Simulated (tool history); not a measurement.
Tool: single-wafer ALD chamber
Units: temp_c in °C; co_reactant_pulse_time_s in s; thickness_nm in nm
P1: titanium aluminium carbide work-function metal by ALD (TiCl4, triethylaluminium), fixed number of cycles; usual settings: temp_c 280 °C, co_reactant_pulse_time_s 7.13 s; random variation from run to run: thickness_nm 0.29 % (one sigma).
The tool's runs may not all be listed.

run	hour	temp_c	co_reactant_pulse_time_s	thickness_nm
1	8.2	280	7.13	1.7395
2	26.6	298	10.81	2.0243
3	36.4	295	9.62	1.965
4	48.7	259	7.13	1.5806
5	62.4	280	10.63	1.859
6	75	280	7.13	1.7438
7	90.6	280	7.13	1.7488
8	106.1	280	7.13	1.7324
9	116.5	280	7.13	1.7417
10	124.7	305	7.13	1.9527
11	139.8	280	2.7	1.1552
12	152.9	280	7.13	1.7352
13	169	280	7.13	1.7544
14	180.4	280	7.13	1.7422
15	197.2	280	7.13	1.7347
16	211.1	280	7.13	1.7243
17	223.5	280	7.13	1.7116

The next listed run, before its measurement:
18	241.9	280	7.13	?

thickness_nm: 1.7125 nm
